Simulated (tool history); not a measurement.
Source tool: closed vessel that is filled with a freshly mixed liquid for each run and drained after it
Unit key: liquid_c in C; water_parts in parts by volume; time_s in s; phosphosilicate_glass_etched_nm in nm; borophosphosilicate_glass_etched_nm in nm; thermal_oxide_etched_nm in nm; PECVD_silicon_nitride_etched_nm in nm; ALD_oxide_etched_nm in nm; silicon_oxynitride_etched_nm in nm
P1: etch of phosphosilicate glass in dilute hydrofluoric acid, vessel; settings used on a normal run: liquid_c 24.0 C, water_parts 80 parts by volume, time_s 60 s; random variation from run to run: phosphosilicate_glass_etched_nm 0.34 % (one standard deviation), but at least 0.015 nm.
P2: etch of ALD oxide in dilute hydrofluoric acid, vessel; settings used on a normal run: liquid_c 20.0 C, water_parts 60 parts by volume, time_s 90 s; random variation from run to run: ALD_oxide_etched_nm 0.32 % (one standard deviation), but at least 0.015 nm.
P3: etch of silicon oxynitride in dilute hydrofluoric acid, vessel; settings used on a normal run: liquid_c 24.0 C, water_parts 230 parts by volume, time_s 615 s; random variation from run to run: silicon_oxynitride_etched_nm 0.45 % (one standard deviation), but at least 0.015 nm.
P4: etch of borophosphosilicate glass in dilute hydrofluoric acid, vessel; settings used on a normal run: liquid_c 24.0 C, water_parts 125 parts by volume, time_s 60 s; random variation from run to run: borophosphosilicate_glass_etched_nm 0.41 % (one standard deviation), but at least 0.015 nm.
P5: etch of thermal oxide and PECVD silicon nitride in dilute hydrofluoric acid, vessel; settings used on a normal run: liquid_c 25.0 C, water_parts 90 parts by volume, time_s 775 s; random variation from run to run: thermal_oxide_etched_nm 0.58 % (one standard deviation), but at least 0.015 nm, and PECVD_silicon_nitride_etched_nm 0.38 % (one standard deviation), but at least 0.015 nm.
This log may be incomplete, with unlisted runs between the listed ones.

run	hour	process	liquid_c	water_parts	time_s	hours since the thermometer was replaced	hours since the hydrofluoric acid flow meter was replaced	phosphosilicate_glass_etched_nm	borophosphosilicate_glass_etched_nm	thermal_oxide_etched_nm	PECVD_silicon_nitride_etched_nm	ALD_oxide_etched_nm	silicon_oxynitride_etched_nm
1	5.9	P1	24.0	80	60	1546.8	457.6	51.042					
2	14.5	P4	24.0	190	60	1555.4	466.2		14.074				
3	21.2	P4	30.0	125	60	1562.1	472.9		28.643				
4	31.8	P5	25.0	90	1230	1572.7	483.5			66.190	39.997		
5	41.3	P5	25.0	30	775	1582.2	493.0			134.750	73.411		
6	53.4	P2	20.0	20	90	1594.3	505.1					75.518	
7	60.3	P3	24.0	230	615	1601.2	512.0						7.7189
8	72.5	P4	24.0	125	60	1613.4	524.2		23.011				
9	85.3	P2	28.5	60	90	1626.2	537.0					33.909	
10	95.4	P1	24.0	80	60	1636.3	547.1	50.537					
11	101.9	P4	24.0	125	60	1642.8	553.6		22.975				
12	108.0	P2	20.0	60	90	1648.9	559.7					23.788	
13	118.6	P1	24.0	80	60	1659.5	570.3	50.496					
14	131.4	P2	20.0	60	160	1672.3	583.1					42.363	
15	141.4	P1	24.0	80	60	1682.3	593.1	50.557					
16	153.2	P3	24.0	120	615	1694.1	604.9						16.0670
17	165.2	P1	24.0	80	110	1706.1	616.9	92.955					
18	171.7	P1	24.0	25	60	1712.6	623.4	174.480					
19	183.6	P4	24.0	125	35	1724.5	635.3		13.429				
20	193.1	P1	28.0	80	60	1734.0	644.8	59.541					
21	201.6	P1	19.0	80	60	1742.5	653.3	41.327					
22	208.1	P3	24.0	230	120	1749.0	659.8						1.4856
23	214.6	P5	28.5	90	775	1755.5	666.3			48.142	31.144		
24	225.8	P1	24.0	45	30	1766.7	677.5	47.308					
25	233.5	P5	25.0	90	775	1774.4	685.2			41.858	24.981		
26	239.7	P1	24.0	120	60	1780.6	691.4	32.132					
27	249.6	P1	24.0	80	60	1790.5	701.3	50.736					
28	256.4	P1	24.0	80	30	1797.3	708.1	25.516					
29	262.4	P3	30.5	230	615	1803.3	714.1						10.2110
30	275.1	P1	24.0	80	60	1816.0	726.8	50.670					
31	285.2	P2	20.0	60	90	1826.1	736.9					23.905	
32	295.1	P3	24.0	230	615	1836.0	746.8						7.6781
33	303.3	P1	24.0	80	60	1844.2	755.0	50.937					
34	315.8	P1	24.0	80	60	1856.7	767.5	47.970					
35	327.1	P1	24.0	80	60	1868.0	778.8	46.989					
36	334.1	P1	24.0	80	60	1875.0	785.8	46.552					
37	340.8	P1	24.0	80	60	1881.7	792.5	46.360					
38	352.7	P1	24.0	80	60	1893.6	804.4	46.321					
39	360.6	P1	24.0	80	60	1901.5	812.3	46.092					

Compared with where it was, what P1 gives has crept away. Each cause listed below fits the log as well as the rest, at the size given for it:
A: liquid colder than its thermometer reads (K) = 2.29
B: hydrofluoric acid flow below the setpoint (%) = 8.05
The process output started creeping at around hour 303.3.

Below are 4 check runs, each on a single wafer, with their results shown as question marks. Which of them would tell the listed causes apart, meaning the causes would give clearly different results under it?
check 1	368.5	P5	25.0	90	775					?	?		
check 2	368.5	P4	24.0	125	60				?				
check 3	368.5	P2	20.0	60	90							?	
check 4	368.5	P3	24.0	230	615								?

Predicted outcomes, by check and by cause:
check	result	if A	if B
check 1	thermal_oxide_etched_nm	38.227	38.135
check 1	PECVD_silicon_nitride_etched_nm	21.511	23.041
check 2	borophosphosilicate_glass_etched_nm	21.016	20.876
check 3	ALD_oxide_etched_nm	21.716	21.877
check 4	silicon_oxynitride_etched_nm	6.9584	6.9815
How far apart the two closest causes lie, in the result that separates them most: check 1 6.87 %; check 2 0.67 %; check 3 0.74 %; check 4 0.33 %
Check 1 tells the causes apart: in the others they would give nearly the same result.

After running check 1, the following was obtained: thermal_oxide_etched_nm 37.963 nm; PECVD_silicon_nitride_etched_nm 23.226 nm. Which cause does this point to?

B is the cause: hydrofluoric acid flow below the setpoint (%).
